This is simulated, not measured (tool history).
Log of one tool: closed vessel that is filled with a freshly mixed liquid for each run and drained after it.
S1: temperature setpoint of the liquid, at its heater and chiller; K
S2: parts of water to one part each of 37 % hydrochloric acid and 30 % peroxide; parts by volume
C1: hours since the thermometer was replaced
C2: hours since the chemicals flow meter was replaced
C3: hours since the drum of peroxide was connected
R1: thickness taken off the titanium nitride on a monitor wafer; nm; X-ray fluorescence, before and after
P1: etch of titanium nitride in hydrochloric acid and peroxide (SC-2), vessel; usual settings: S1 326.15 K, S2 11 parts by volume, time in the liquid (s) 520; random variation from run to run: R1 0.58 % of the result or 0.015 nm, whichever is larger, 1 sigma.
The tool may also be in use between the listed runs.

{"run": 1, "hour": 8.1, "S1": 326.15, "S2": 11, "time in the liquid (s)": 520, "C1": 531.4, "C2": 290.0, "C3": 393.4, "R1": 15.755}
{"run": 2, "hour": 23.2, "S1": 326.15, "S2": 11, "time in the liquid (s)": 520, "C1": 546.5, "C2": 305.1, "C3": 408.5, "R1": 15.943}
{"hour": 24.7, "done": "new drum of peroxide connected"}
{"run": 3, "hour": 32.9, "S1": 326.15, "S2": 11, "time in the liquid (s)": 520, "C1": 556.2, "C2": 314.8, "C3": 8.3, "R1": 15.756}
{"run": 4, "hour": 45.6, "S1": 326.15, "S2": 11, "time in the liquid (s)": 1020, "C1": 568.9, "C2": 327.5, "C3": 21.0, "R1": 31.271}
{"run": 5, "hour": 57.9, "S1": 326.15, "S2": 4, "time in the liquid (s)": 520, "C1": 581.2, "C2": 339.8, "C3": 33.3, "R1": 34.436}
{"run": 6, "hour": 66.4, "S1": 326.15, "S2": 11, "time in the liquid (s)": 520, "C1": 589.7, "C2": 348.3, "C3": 41.8, "R1": 16.034}
{"run": 7, "hour": 79.9, "S1": 315.65, "S2": 11, "time in the liquid (s)": 520, "C1": 603.2, "C2": 361.8, "C3": 55.3, "R1": 7.8221}
{"run": 8, "hour": 90.2, "S1": 326.15, "S2": 11, "time in the liquid (s)": 95, "C1": 613.5, "C2": 372.1, "C3": 65.6, "R1": 2.8885}
{"run": 9, "hour": 103.3, "S1": 326.15, "S2": 11, "time in the liquid (s)": 520, "C1": 626.6, "C2": 385.2, "C3": 78.7, "R1": 15.882}
{"run": 10, "hour": 119.3, "S1": 337.15, "S2": 11, "time in the liquid (s)": 520, "C1": 642.6, "C2": 401.2, "C3": 94.7, "R1": 31.989}
{"run": 11, "hour": 128.3, "S1": 311.15, "S2": 11, "time in the liquid (s)": 1000, "C1": 651.6, "C2": 410.2, "C3": 103.7, "R1": 10.886}
{"run": 12, "hour": 135.9, "S1": 326.15, "S2": 19, "time in the liquid (s)": 520, "C1": 659.2, "C2": 417.8, "C3": 111.3, "R1": 9.812}
{"run": 13, "hour": 152.3, "S1": 326.15, "S2": 11, "time in the liquid (s)": 520, "C1": 675.6, "C2": 434.2, "C3": 127.7, "R1": 15.89}
{"run": 14, "hour": 162.7, "S1": 326.15, "S2": 11, "time in the liquid (s)": 520, "C1": 686.0, "C2": 444.6, "C3": 138.1, "R1": 15.999}
{"run": 15, "hour": 177.5, "S1": 326.15, "S2": 11, "time in the liquid (s)": 520, "C1": 700.8, "C2": 459.4, "C3": 152.9, "R1": 16.413}
{"run": 16, "hour": 187.1, "S1": 326.15, "S2": 11, "time in the liquid (s)": 520, "C1": 710.4, "C2": 469.0, "C3": 162.5, "R1": 16.75}
{"run": 17, "hour": 196.0, "S1": 326.15, "S2": 11, "time in the liquid (s)": 520, "C1": 719.3, "C2": 477.9, "C3": 171.4, "R1": 16.889}
{"run": 18, "hour": 205.0, "S1": 326.15, "S2": 11, "time in the liquid (s)": 520, "C1": 728.3, "C2": 486.9, "C3": 180.4, "R1": 16.952}
{"run": 19, "hour": 216.6, "S1": 326.15, "S2": 11, "time in the liquid (s)": 520, "C1": 739.9, "C2": 498.5, "C3": 192.0, "R1": 17.047}
{"run": 20, "hour": 224.7, "S1": 326.15, "S2": 11, "time in the liquid (s)": 520, "C1": 748.0, "C2": 506.6, "C3": 200.1, "R1": 17.088}
{"run": 21, "hour": 239.3, "S1": 326.15, "S2": 11, "time in the liquid (s)": 520, "C1": 762.6, "C2": 521.2, "C3": 214.7, "R1": 17.303}
{"run": 22, "hour": 252.7, "S1": 326.15, "S2": 11, "time in the liquid (s)": 520, "C1": 776.0, "C2": 534.6, "C3": 228.1, "R1": 17.262}
{"run": 23, "hour": 266.8, "S1": 326.15, "S2": 11, "time in the liquid (s)": 520, "C1": 790.1, "C2": 548.7, "C3": 242.2, "R1": 17.295}
{"run": 24, "hour": 281.0, "S1": 326.15, "S2": 11, "time in the liquid (s)": 520, "C1": 804.3, "C2": 562.9, "C3": 256.4, "R1": 17.505}

The next listed run, before its measurement:
{"run": 25, "hour": 290.2, "S1": 326.15, "S2": 11, "time in the liquid (s)": 520, "C1": 813.5, "C2": 572.1, "C3": 265.6, "R1": "?"}

R1: 17.4180 nm

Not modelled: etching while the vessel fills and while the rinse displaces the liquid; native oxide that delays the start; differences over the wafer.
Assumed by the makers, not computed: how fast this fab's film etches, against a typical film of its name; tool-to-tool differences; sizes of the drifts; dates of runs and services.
